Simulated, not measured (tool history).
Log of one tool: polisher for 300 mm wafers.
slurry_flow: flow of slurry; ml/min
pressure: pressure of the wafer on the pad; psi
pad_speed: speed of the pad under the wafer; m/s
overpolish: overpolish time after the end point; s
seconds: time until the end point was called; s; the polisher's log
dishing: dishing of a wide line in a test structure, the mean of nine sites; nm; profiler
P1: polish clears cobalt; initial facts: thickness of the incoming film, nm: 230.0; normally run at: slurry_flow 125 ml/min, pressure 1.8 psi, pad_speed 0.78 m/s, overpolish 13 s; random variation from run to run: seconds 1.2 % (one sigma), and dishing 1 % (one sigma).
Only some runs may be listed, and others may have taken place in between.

Run 1, hour 10.4: slurry_flow 125 ml/min, pressure 1.8 psi, pad_speed 0.78 m/s, overpolish 13 s. Result: seconds 65.966 s, dishing 15.5770 nm.
Run 2, hour 20.6: slurry_flow 125 ml/min, pressure 1.8 psi, pad_speed 0.78 m/s, overpolish 13 s. Result: seconds 66.299 s, dishing 15.7760 nm.
Run 3, hour 36.4: slurry_flow 125 ml/min, pressure 1.0 psi, pad_speed 1.04 m/s, overpolish 13 s. Result: seconds 90.174 s, dishing 14.8430 nm.
Run 4, hour 48.7: slurry_flow 125 ml/min, pressure 1.8 psi, pad_speed 1.20 m/s, overpolish 13 s. Result: seconds 43.134 s, dishing 15.9860 nm.
Run 5, hour 63.8: slurry_flow 180 ml/min, pressure 1.8 psi, pad_speed 0.78 m/s, overpolish 13 s. Result: seconds 61.765 s, dishing 15.6590 nm.
Run 6, hour 80.3: slurry_flow 125 ml/min, pressure 1.8 psi, pad_speed 0.40 m/s, overpolish 13 s. Result: seconds 128.560 s, dishing 12.8200 nm.
Run 7, hour 94.5: slurry_flow 125 ml/min, pressure 0.9 psi, pad_speed 0.78 m/s, overpolish 13 s. Result: seconds 132.430 s, dishing 12.6220 nm.
Run 8, hour 107.2: slurry_flow 125 ml/min, pressure 1.8 psi, pad_speed 0.78 m/s, overpolish 13 s. Result: seconds 66.163 s, dishing 15.7760 nm.
Run 9, hour 123.1: slurry_flow 125 ml/min, pressure 1.8 psi, pad_speed 0.78 m/s, overpolish 13 s. Result: seconds 65.250 s, dishing 15.7880 nm.
Run 10, hour 142.2: slurry_flow 75 ml/min, pressure 1.8 psi, pad_speed 0.78 m/s, overpolish 13 s. Result: seconds 75.299 s, dishing 15.4980 nm.
Run 11, hour 159.9: slurry_flow 125 ml/min, pressure 1.8 psi, pad_speed 0.78 m/s, overpolish 4 s. Result: seconds 64.914 s, dishing 9.6585 nm.
Run 12, hour 170.1: slurry_flow 125 ml/min, pressure 1.8 psi, pad_speed 0.78 m/s, overpolish 13 s. Result: seconds 65.970 s, dishing 15.5530 nm.
Run 13, hour 186.7: slurry_flow 125 ml/min, pressure 2.8 psi, pad_speed 0.78 m/s, overpolish 13 s. Result: seconds 42.384 s, dishing 16.4720 nm.
Run 14, hour 203.3: slurry_flow 195 ml/min, pressure 1.1 psi, pad_speed 0.78 m/s, overpolish 13 s. Result: seconds 101.720 s, dishing 14.2510 nm.
Run 15, hour 215.7: slurry_flow 125 ml/min, pressure 1.8 psi, pad_speed 1.14 m/s, overpolish 19 s. Result: seconds 44.619 s, dishing 16.4260 nm.
Run 16, hour 231.6: slurry_flow 125 ml/min, pressure 1.8 psi, pad_speed 0.78 m/s, overpolish 26 s. Result: seconds 65.795 s, dishing 16.6800 nm.
Run 17, hour 249.8: slurry_flow 125 ml/min, pressure 1.8 psi, pad_speed 0.78 m/s, overpolish 13 s. Result: seconds 66.622 s, dishing 15.9370 nm.
Run 18, hour 267.7: slurry_flow 125 ml/min, pressure 1.8 psi, pad_speed 0.78 m/s, overpolish 13 s. Result: seconds 67.945 s, dishing 15.5070 nm.
Run 19, hour 283.3: slurry_flow 125 ml/min, pressure 1.8 psi, pad_speed 0.78 m/s, overpolish 13 s. Result: seconds 70.627 s, dishing 15.6880 nm.
Run 20, hour 294.2: slurry_flow 125 ml/min, pressure 1.8 psi, pad_speed 0.78 m/s, overpolish 13 s. Result: seconds 70.912 s, dishing 15.3680 nm.
At hour 302.0: head pressure recalibrated.
Run 21, hour 309.0: slurry_flow 125 ml/min, pressure 1.8 psi, pad_speed 0.78 m/s, overpolish 13 s. Result: seconds 70.945 s, dishing 15.5450 nm.
Run 22, hour 324.4: slurry_flow 125 ml/min, pressure 1.8 psi, pad_speed 0.78 m/s, overpolish 13 s. Result: seconds 73.113 s, dishing 15.4320 nm.
Run 23, hour 335.4: slurry_flow 125 ml/min, pressure 1.8 psi, pad_speed 0.78 m/s, overpolish 13 s. Result: seconds 72.168 s, dishing 15.5760 nm.
Run 24, hour 351.1: slurry_flow 125 ml/min, pressure 1.8 psi, pad_speed 0.78 m/s, overpolish 13 s. Result: seconds 71.676 s, dishing 15.4980 nm.
Run 25, hour 361.2: slurry_flow 125 ml/min, pressure 1.8 psi, pad_speed 0.78 m/s, overpolish 13 s. Result: seconds 71.326 s, dishing 15.5940 nm.

Compared with where it was, what P1 gives has crept away. Each cause listed below fits the log as well as the rest, at the size given for it:
A: removal rate lost through wear of the pad, % = 8.53
B: slurry flow missing at the pad, % = 31
At approximately hour 249.8, the process output began to creep.
Each remaining cause and why it is not a fit:
head's pressure below its setpoint, %: serviced after onset, at hour 302.0, with no recovery of the prior output

Consider the 4 check runs below, whose results appear as question marks and each of which averages 3 wafers. Which one distinguishes the causes, in that each cause would give it a clearly different result?
Run check 1, hour 371.3: slurry_flow 125 ml/min, pressure 1.8 psi, pad_speed 1.10 m/s, overpolish 25 s. Result: seconds ?, dishing ?.
Run check 2, hour 371.3: slurry_flow 125 ml/min, pressure 2.8 psi, pad_speed 0.78 m/s, overpolish 4 s. Result: seconds ?, dishing ?.
Run check 3, hour 371.3: slurry_flow 125 ml/min, pressure 1.8 psi, pad_speed 1.14 m/s, overpolish 24 s. Result: seconds ?, dishing ?.
Run check 4, hour 371.3: slurry_flow 75 ml/min, pressure 0.9 psi, pad_speed 0.78 m/s, overpolish 13 s. Result: seconds ?, dishing ?.

Expected result of each check under each candidate cause:
  check   result     if A     if B
check 1  seconds   51.122   51.133
check 1  dishing  16.5730  16.5730
check 2  seconds   46.347   46.357
check 2  dishing  11.7020  11.7010
check 3  seconds   49.328   49.339
check 3  dishing  16.5640  16.5640
check 4  seconds  164.420  172.620
check 4  dishing  11.3320  11.0260
Distance between the nearest two causes, measured in the result of the check that separates them most: check 1 0.02 %; check 2 0.02 %; check 3 0.02 %; check 4 4.87 %
Check 4 tells the causes apart: in the others they would give nearly the same result.

Here is what check 4 returned: seconds 171.870 s; dishing 10.9560 nm. Which cause is it?

The correct cause is B, namely: slurry flow missing at the pad, %.
